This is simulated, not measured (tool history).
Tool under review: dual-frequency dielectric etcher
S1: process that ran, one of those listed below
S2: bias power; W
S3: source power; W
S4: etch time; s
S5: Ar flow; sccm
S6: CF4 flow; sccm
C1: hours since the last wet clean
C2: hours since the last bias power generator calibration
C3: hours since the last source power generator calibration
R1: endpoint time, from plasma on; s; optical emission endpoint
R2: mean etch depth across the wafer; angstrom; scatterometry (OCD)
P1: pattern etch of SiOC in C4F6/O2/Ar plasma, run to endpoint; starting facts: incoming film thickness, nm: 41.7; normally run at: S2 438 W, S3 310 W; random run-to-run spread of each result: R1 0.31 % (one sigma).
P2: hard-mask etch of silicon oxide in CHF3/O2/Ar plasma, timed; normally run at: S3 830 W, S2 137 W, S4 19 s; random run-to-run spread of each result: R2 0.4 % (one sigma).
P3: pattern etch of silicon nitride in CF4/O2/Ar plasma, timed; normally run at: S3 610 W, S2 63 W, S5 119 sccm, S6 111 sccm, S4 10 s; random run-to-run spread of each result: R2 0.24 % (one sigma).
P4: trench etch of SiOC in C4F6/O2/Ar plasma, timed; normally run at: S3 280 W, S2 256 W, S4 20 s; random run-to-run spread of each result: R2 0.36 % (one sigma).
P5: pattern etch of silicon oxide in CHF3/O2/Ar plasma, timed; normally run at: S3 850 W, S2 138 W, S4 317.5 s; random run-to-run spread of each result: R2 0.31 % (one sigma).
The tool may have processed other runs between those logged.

run,hour,S1,S2,S3,S4,S5,S6,C1,C2,C3,R1,R2
1,6.2,P1,438,310,,,,281.4,371.2,1456,16.26,
2,12.4,P4,256,280,20,,,287.6,377.4,1462.2,,411.38
3,21.7,P4,256,280,20,,,296.9,386.7,1471.5,,409.72
4,28.9,P1,361,410,,,,304.1,393.9,1478.7,15.751,
5,35.9,P3,63,610,6.5,119,111,311.1,400.9,1485.7,,158.42
6,44.7,P5,138,850,317.5,,,319.9,409.7,1494.5,,6798.5
7,53.6,P5,138,530,317.5,,,328.8,418.6,1503.4,,5665.5
8,60.6,P4,256,210,20,,,335.8,425.6,1510.4,,370.02
# hour 65.3: source power generator calibrated
9,65.8,P5,138,850,317.5,,,341,430.8,0.6,,6817.3
# hour 69.1: wet clean of the chamber
10,71.3,P5,185,850,317.5,,,2.3,436.3,6.1,,7513.2
11,76.8,P1,303,310,,,,7.8,441.8,11.6,18.519,
12,84.9,P1,600,390,,,,15.9,449.9,19.7,13.249,
13,93.3,P2,137,1120,19,,,24.3,458.3,28.1,,443.96
14,99.3,P2,137,830,19,,,30.3,464.3,34.1,,397.56
15,104.2,P2,82,830,19,,,35.2,469.2,39,,342.05
16,112.5,P1,438,310,,,,43.5,477.5,47.3,16.284,
17,120.4,P3,63,610,10,119,158,51.4,485.4,55.2,,251.45
18,128.9,P1,438,310,,,,59.9,493.9,63.7,16.274,
19,137.4,P1,438,310,,,,68.4,502.4,72.2,16.374,
20,146.6,P3,88,610,10,119,111,77.6,511.6,81.4,,277.08
21,153,P2,137,830,19,,,84,518,87.8,,395.38
22,161.3,P1,438,310,,,,92.3,526.3,96.1,16.285,
23,166.5,P1,438,310,,,,97.5,531.5,101.3,16.256,
24,171,P3,63,430,10,119,111,102,536,105.8,,179.04
25,175.4,P4,182,280,20,,,106.4,540.4,110.2,,367.24
26,183.1,P3,63,610,10,119,111,114.1,548.1,117.9,,242.2
27,192.2,P1,438,430,,,,123.2,557.2,127,14.45,
28,196.5,P1,438,210,,,,127.5,561.5,131.3,18.719,
29,205.3,P1,606,310,,,,136.3,570.3,140.1,14.471,
30,212.7,P5,138,850,418,,,143.7,577.7,147.5,,8988.5
31,217.5,P4,256,280,11,,,148.5,582.5,152.3,,227.52
32,226.1,P3,63,610,10,77,111,157.1,591.1,160.9,,255.04
33,233.5,P2,137,830,10.5,,,164.5,598.5,168.3,,217.86
34,240.2,P1,438,310,,,,171.2,605.2,175,16.322,
35,246.1,P1,438,310,,,,177.1,611.1,180.9,16.325,
36,254.6,P1,438,310,,,,185.6,619.6,189.4,16.398,
37,261.3,P1,438,310,,,,192.3,626.3,196.1,16.482,
38,266.7,P1,438,310,,,,197.7,631.7,201.5,16.468,
# hour 272.1: wet clean of the chamber
39,276,P1,438,310,,,,3.9,641,210.8,16.589,
40,280.4,P1,438,310,,,,8.3,645.4,215.2,16.574,
41,287.4,P1,438,310,,,,15.3,652.4,222.2,16.563,
42,296.7,P1,438,310,,,,24.6,661.7,231.5,16.613,

P1 no longer gives what it gave before; its output has crept away from where it was. The following 2 causes, each at its listed size, fit the log equally well:
A: bias power that arrives under what is set, % = 4.1
B: source power that arrives under what is set, % = 4.1
The onset of the drift is placed at about hour 240.2.
What rules out each remaining cause:
chamber walls in a state that lowers the etch rate, %: maintenance at hour 272.1, after the shift began, did not return the process to its former output

Each of the 4 check runs below uses one wafer; its results are left as question marks. Which run tells the causes apart?
check 1,306,P4,256,280,20,,,,,,,?
check 2,306,P3,63,610,10,119,111,,,,,?
check 3,306,P5,138,850,317.5,,,,,,,?
check 4,306,P2,137,830,19,,,,,,,?

Outcome of each check run for each possible cause:
check,result,if A,if B
check 1,R2,406.67,406.12
check 2,R2,238.42,233.69
check 3,R2,6735.4,6711.6
check 4,R2,390.39,389.01
How far apart the two closest causes lie, in the result that separates them most: check 1 0.14 %; check 2 2 %; check 3 0.35 %; check 4 0.35 %
The other checks would show nearly matching results whichever cause is true, so check 2 is the only one that separates the causes.

Running check 2 produced the following: R2 233.99 angstrom. Which one of the listed causes fits?

Of the candidate causes, it is B: source power that arrives under what is set, %.

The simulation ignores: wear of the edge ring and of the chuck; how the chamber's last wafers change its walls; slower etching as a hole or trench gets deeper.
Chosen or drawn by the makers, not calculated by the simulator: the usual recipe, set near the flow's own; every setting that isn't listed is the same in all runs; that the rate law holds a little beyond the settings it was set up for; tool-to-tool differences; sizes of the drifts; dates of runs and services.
